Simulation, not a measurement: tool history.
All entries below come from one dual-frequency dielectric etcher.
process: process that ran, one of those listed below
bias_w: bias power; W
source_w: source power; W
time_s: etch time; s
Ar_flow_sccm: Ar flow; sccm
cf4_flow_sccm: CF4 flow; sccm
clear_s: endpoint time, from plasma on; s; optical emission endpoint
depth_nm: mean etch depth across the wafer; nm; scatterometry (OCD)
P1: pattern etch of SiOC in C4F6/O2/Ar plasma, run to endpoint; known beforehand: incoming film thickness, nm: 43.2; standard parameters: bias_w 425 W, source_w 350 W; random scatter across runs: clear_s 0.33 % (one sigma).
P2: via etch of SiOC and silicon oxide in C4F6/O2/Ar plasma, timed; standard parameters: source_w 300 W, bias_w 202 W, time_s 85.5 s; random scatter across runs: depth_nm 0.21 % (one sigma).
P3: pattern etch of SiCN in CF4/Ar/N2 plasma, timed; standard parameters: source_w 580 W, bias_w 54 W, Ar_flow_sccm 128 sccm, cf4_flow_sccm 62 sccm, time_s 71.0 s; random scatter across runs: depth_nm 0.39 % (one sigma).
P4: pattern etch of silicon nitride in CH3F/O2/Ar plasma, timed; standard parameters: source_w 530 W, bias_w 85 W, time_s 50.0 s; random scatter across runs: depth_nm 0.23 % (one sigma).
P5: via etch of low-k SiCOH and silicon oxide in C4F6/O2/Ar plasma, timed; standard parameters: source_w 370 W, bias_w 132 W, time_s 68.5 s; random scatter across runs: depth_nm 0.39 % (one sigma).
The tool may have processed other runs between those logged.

run,hour,process,bias_w,source_w,time_s,Ar_flow_sccm,cf4_flow_sccm,clear_s,depth_nm
1,6.9,P1,425,350,,,,16.185,
2,11.7,P5,132,370,68.5,,,,168.690
3,16.2,P2,202,380,85.5,,,,99.943
4,22.9,P2,202,300,47.5,,,,50.756
5,28.4,P1,425,350,,,,16.188,
6,33.2,P3,54,580,71.0,157,62,,62.499
7,38.9,P3,54,580,71.0,128,87,,68.751
# hour 43.2: wet clean of the chamber
8,44.7,P1,568,350,,,,14.604,
9,48.0,P4,85,530,50.0,,,,41.594
10,54.7,P3,54,580,102.0,128,62,,93.585
11,60.0,P4,118,530,50.0,,,,46.842
12,64.1,P1,317,260,,,,20.107,
13,70.2,P4,85,530,27.5,,,,22.878
14,73.4,P4,85,530,50.0,,,,41.527
15,77.7,P1,425,440,,,,14.822,
16,82.8,P1,425,350,,,,16.183,
17,89.0,P5,132,490,68.5,,,,187.320
18,94.5,P3,39,580,71.0,128,62,,58.593
19,97.7,P1,425,350,,,,16.099,
20,104.2,P3,54,580,71.0,128,62,,65.585
21,110.3,P5,132,370,45.5,,,,112.230
22,113.3,P2,276,300,85.5,,,,101.340
23,118.1,P5,132,370,68.5,,,,168.770
24,121.7,P3,54,580,71.0,128,62,,65.171
25,127.4,P2,202,300,85.5,,,,91.191
26,132.6,P1,248,350,,,,19.503,
27,139.2,P1,273,270,,,,20.938,
28,146.2,P1,425,350,,,,16.230,
29,152.9,P4,85,660,50.0,,,,45.112
30,158.7,P3,54,450,71.0,128,62,,52.147
31,164.1,P1,425,230,,,,18.897,
32,170.1,P5,99,370,68.5,,,,155.660
33,174.1,P1,425,350,,,,16.158,
34,180.9,P1,425,350,,,,16.313,
35,187.1,P1,425,350,,,,16.404,
36,191.4,P1,425,350,,,,16.354,
# hour 191.7: wet clean of the chamber
37,194.7,P1,425,350,,,,16.553,
38,199.7,P1,425,350,,,,16.466,
39,204.1,P1,425,350,,,,16.464,
40,211.1,P1,425,350,,,,16.383,

What P1 gives has crept away from where it was. These 2 causes fit the log equally well, each at the size given:
A: bias power that arrives under what is set, % = 4.63
B: source power that arrives under what is set, % = 4.57
The creep began at about hour 174.1.
Other possible causes, and why each is ruled out:
chamber walls in a state that lowers the etch rate, %: its service at hour 191.7 followed the start of the drift and did not put the process back to its old value

The 4 check runs listed below each average the results of 2 wafers, and their outcomes are marked with question marks. Under which run would the listed causes produce clearly different results?
check 1,218.1,P4,85,530,50.0,,,,?
check 2,218.1,P5,132,370,68.5,,,,?
check 3,218.1,P2,202,300,85.5,,,,?
check 4,218.1,P3,54,580,71.0,128,62,,?

What every check run would give for each of its results, assuming each possible cause in turn:
check,result,if A,if B
check 1,depth_nm,40.826,40.774
check 2,depth_nm,166.420,165.650
check 3,depth_nm,89.754,89.573
check 4,depth_nm,64.364,62.766
Minimum pairwise separation of causes per check, each pair taken at its best-separating result: check 1 0.13 %; check 2 0.46 %; check 3 0.2 %; check 4 2.51 %
Check 4 tells the causes apart: in the others they would give nearly the same result.

After running check 4, the following was obtained: depth_nm 62.838 nm. Which cause does this point to?

It was cause B: source power that arrives under what is set, %.

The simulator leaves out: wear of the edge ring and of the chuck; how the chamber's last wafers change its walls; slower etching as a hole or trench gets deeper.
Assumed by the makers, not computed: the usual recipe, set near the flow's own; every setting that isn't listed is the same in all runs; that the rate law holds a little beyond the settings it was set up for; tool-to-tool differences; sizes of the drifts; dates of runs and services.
